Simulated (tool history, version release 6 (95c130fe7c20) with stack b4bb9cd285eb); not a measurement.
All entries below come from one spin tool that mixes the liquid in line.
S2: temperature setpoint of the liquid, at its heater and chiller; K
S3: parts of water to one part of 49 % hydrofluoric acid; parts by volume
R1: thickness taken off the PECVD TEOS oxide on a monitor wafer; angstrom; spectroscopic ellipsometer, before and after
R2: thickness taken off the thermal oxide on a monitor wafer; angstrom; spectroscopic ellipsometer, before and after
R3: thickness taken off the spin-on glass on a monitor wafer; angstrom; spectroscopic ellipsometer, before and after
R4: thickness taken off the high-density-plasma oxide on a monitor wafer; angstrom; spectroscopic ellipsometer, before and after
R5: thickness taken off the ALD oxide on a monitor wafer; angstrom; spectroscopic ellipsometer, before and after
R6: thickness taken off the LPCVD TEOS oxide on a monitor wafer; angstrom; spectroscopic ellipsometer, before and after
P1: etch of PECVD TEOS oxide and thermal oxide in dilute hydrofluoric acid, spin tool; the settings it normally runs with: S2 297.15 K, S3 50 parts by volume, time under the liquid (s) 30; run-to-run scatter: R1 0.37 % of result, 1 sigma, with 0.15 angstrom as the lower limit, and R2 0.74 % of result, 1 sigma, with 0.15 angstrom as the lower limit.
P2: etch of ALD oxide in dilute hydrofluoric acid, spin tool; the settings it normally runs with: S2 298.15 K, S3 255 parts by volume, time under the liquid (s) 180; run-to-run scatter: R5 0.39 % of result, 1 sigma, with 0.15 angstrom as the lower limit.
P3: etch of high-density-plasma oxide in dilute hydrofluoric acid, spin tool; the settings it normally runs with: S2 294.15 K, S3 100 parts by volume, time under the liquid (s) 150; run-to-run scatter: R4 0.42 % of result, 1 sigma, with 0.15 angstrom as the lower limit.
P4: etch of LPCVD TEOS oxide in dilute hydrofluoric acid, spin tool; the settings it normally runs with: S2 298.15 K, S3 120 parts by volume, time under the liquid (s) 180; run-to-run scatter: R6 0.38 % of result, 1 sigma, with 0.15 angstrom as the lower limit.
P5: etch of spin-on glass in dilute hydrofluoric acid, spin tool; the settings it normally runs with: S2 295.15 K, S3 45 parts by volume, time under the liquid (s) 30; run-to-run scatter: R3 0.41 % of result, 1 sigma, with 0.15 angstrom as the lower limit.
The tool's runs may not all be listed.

Run 1, day 0.392: process that ran P1, S2 297.15 K, S3 50 parts by volume, time under the liquid (s) 30. Result: R1 71.743 angstrom, R2 29.665 angstrom.
Run 2, day 0.696: process that ran P5, S2 290.15 K, S3 45 parts by volume, time under the liquid (s) 30. Result: R3 226.37 angstrom.
Run 3, day 1.212: process that ran P3, S2 294.15 K, S3 100 parts by volume, time under the liquid (s) 150. Result: R4 79.822 angstrom.
Run 4, day 1.792: process that ran P3, S2 294.15 K, S3 100 parts by volume, time under the liquid (s) 150. Result: R4 79.481 angstrom.
At day 2.038: hydrofluoric acid flow meter replaced.
Run 5, day 2.204: process that ran P1, S2 297.15 K, S3 50 parts by volume, time under the liquid (s) 50. Result: R1 118.51 angstrom, R2 49.125 angstrom.
Run 6, day 2.629: process that ran P5, S2 295.15 K, S3 45 parts by volume, time under the liquid (s) 30. Result: R3 277.2 angstrom.
Run 7, day 3.046: process that ran P1, S2 297.15 K, S3 50 parts by volume, time under the liquid (s) 30. Result: R1 71.687 angstrom, R2 29.674 angstrom.
Run 8, day 3.571: process that ran P2, S2 298.15 K, S3 455 parts by volume, time under the liquid (s) 180. Result: R5 34.055 angstrom.
Run 9, day 4.029: process that ran P4, S2 298.15 K, S3 120 parts by volume, time under the liquid (s) 180. Result: R6 445.1 angstrom.
Run 10, day 4.538: process that ran P3, S2 294.15 K, S3 140 parts by volume, time under the liquid (s) 150. Result: R4 54.579 angstrom.
Run 11, day 4.85: process that ran P1, S2 301.15 K, S3 85 parts by volume, time under the liquid (s) 30. Result: R1 46.925 angstrom, R2 19.369 angstrom.
Run 12, day 5.442: process that ran P5, S2 295.15 K, S3 45 parts by volume, time under the liquid (s) 60. Result: R3 559.4 angstrom.
Run 13, day 5.842: process that ran P1, S2 297.15 K, S3 25 parts by volume, time under the liquid (s) 30. Result: R1 147.34 angstrom, R2 61.373 angstrom.
Run 14, day 6.433: process that ran P1, S2 297.15 K, S3 20 parts by volume, time under the liquid (s) 55. Result: R1 341.47 angstrom, R2 142.53 angstrom.
Run 15, day 6.971: process that ran P5, S2 295.15 K, S3 20 parts by volume, time under the liquid (s) 30. Result: R3 653.9 angstrom.
Run 16, day 7.325: process that ran P3, S2 294.15 K, S3 100 parts by volume, time under the liquid (s) 15. Result: R4 7.8303 angstrom.
Run 17, day 7.767: process that ran P1, S2 304.15 K, S3 90 parts by volume, time under the liquid (s) 30. Result: R1 49.849 angstrom, R2 20.252 angstrom.
Run 18, day 8.062: process that ran P1, S2 297.15 K, S3 50 parts by volume, time under the liquid (s) 30. Result: R1 71.53 angstrom, R2 29.592 angstrom.
Run 19, day 8.333: process that ran P1, S2 297.15 K, S3 50 parts by volume, time under the liquid (s) 15. Result: R1 35.576 angstrom, R2 14.78 angstrom.
Run 20, day 8.75: process that ran P2, S2 292.15 K, S3 255 parts by volume, time under the liquid (s) 180. Result: R5 59.274 angstrom.
Run 21, day 9.121: process that ran P1, S2 293.15 K, S3 50 parts by volume, time under the liquid (s) 30. Result: R1 60.166 angstrom, R2 25.385 angstrom.
Run 22, day 9.562: process that ran P4, S2 298.15 K, S3 120 parts by volume, time under the liquid (s) 70. Result: R6 172.86 angstrom.
Run 23, day 9.85: process that ran P2, S2 298.15 K, S3 255 parts by volume, time under the liquid (s) 180. Result: R5 73.656 angstrom.
Run 24, day 10.417: process that ran P1, S2 297.15 K, S3 50 parts by volume, time under the liquid (s) 30. Result: R1 71.513 angstrom, R2 29.876 angstrom.
Run 25, day 10.867: process that ran P1, S2 303.15 K, S3 50 parts by volume, time under the liquid (s) 30. Result: R1 91.255 angstrom, R2 37.496 angstrom.
Run 26, day 11.358: process that ran P1, S2 297.15 K, S3 50 parts by volume, time under the liquid (s) 30. Result: R1 71.503 angstrom, R2 29.75 angstrom.
Run 27, day 11.708: process that ran P1, S2 297.15 K, S3 75 parts by volume, time under the liquid (s) 30. Result: R1 46.325 angstrom, R2 19.133 angstrom.
Run 28, day 12.158: process that ran P4, S2 291.15 K, S3 120 parts by volume, time under the liquid (s) 180. Result: R6 336.59 angstrom.
Run 29, day 12.567: process that ran P4, S2 298.15 K, S3 25 parts by volume, time under the liquid (s) 180. Result: R6 2413.7 angstrom.
Run 30, day 13.146: process that ran P2, S2 298.15 K, S3 255 parts by volume, time under the liquid (s) 95. Result: R5 39.012 angstrom.
Run 31, day 13.55: process that ran P5, S2 295.15 K, S3 45 parts by volume, time under the liquid (s) 30. Result: R3 278.09 angstrom.
Run 32, day 14.012: process that ran P3, S2 290.15 K, S3 100 parts by volume, time under the liquid (s) 150. Result: R4 67.329 angstrom.
Run 33, day 14.388: process that ran P1, S2 297.15 K, S3 50 parts by volume, time under the liquid (s) 30. Result: R1 71.365 angstrom, R2 29.768 angstrom.
Run 34, day 14.667: process that ran P1, S2 297.15 K, S3 50 parts by volume, time under the liquid (s) 30. Result: R1 70.928 angstrom, R2 29.496 angstrom.
Run 35, day 15.104: process that ran P1, S2 297.15 K, S3 50 parts by volume, time under the liquid (s) 30. Result: R1 69.667 angstrom, R2 28.562 angstrom.
Run 36, day 15.638: process that ran P1, S2 297.15 K, S3 50 parts by volume, time under the liquid (s) 30. Result: R1 68.407 angstrom, R2 28.336 angstrom.
Run 37, day 16.183: process that ran P1, S2 297.15 K, S3 50 parts by volume, time under the liquid (s) 30. Result: R1 67.367 angstrom, R2 27.846 angstrom.
Run 38, day 16.688: process that ran P1, S2 297.15 K, S3 50 parts by volume, time under the liquid (s) 30. Result: R1 66.988 angstrom, R2 27.409 angstrom.
Run 39, day 17.033: process that ran P1, S2 297.15 K, S3 50 parts by volume, time under the liquid (s) 30. Result: R1 66.877 angstrom, R2 27.293 angstrom.
Run 40, day 17.575: process that ran P1, S2 297.15 K, S3 50 parts by volume, time under the liquid (s) 30. Result: R1 66.446 angstrom, R2 27.308 angstrom.
Run 41, day 18.15: process that ran P1, S2 297.15 K, S3 50 parts by volume, time under the liquid (s) 30. Result: R1 66.02 angstrom, R2 27.208 angstrom.
Run 42, day 18.725: process that ran P1, S2 297.15 K, S3 50 parts by volume, time under the liquid (s) 30. Result: R1 66.179 angstrom, R2 27.363 angstrom.
Run 43, day 18.992: process that ran P1, S2 297.15 K, S3 50 parts by volume, time under the liquid (s) 30. Result: R1 65.683 angstrom, R2 27.577 angstrom.
Run 44, day 19.358: process that ran P1, S2 297.15 K, S3 50 parts by volume, time under the liquid (s) 30. Result: R1 65.969 angstrom, R2 27.389 angstrom.

P1 has crept away from where it was. The log is fitted equally well by each of these 2 causes, at the sizes shown:
A: hydrofluoric acid flow below the setpoint (%) = 7.23
B: liquid colder than its thermometer reads (K) = 1.94
Creep in the process output first set in at about day 14.388.

Each of the check runs listed below is run on 2 wafers and reports their average, with the results left as question marks. Pick the one under which the possible causes would lead to clearly different results.
Run check 1, day 19.725: process that ran P3, S2 290.15 K, S3 100 parts by volume, time under the liquid (s) 150. Result: R4 ?.
Run check 2, day 19.725: process that ran P4, S2 292.65 K, S3 35 parts by volume, time under the liquid (s) 180. Result: R6 ?.
Run check 3, day 19.725: process that ran P5, S2 295.15 K, S3 45 parts by volume, time under the liquid (s) 50. Result: R3 ?.
Run check 4, day 19.725: process that ran P2, S2 292.65 K, S3 405 parts by volume, time under the liquid (s) 180. Result: R5 ?.

If the cause were each of the candidates in turn, the checks would give the following:
  check  result    if A    if B
check 1      R4  62.279  62.311
check 2      R6  1250.8  1243.5
check 3      R3  431.26  430.19
check 4      R5  30.147  31.127
Gap, in per cent, between the two causes that each check separates least, read from the result that separates them most: check 1 0.05 %; check 2 0.59 %; check 3 0.25 %; check 4 3.2 %
Check 4 tells the causes apart: in the others they would give nearly the same result.

With check 4 done, the readings were: R5 30.106 angstrom. Identify which of the listed causes applies.

The correct cause is A, namely: hydrofluoric acid flow below the setpoint (%).

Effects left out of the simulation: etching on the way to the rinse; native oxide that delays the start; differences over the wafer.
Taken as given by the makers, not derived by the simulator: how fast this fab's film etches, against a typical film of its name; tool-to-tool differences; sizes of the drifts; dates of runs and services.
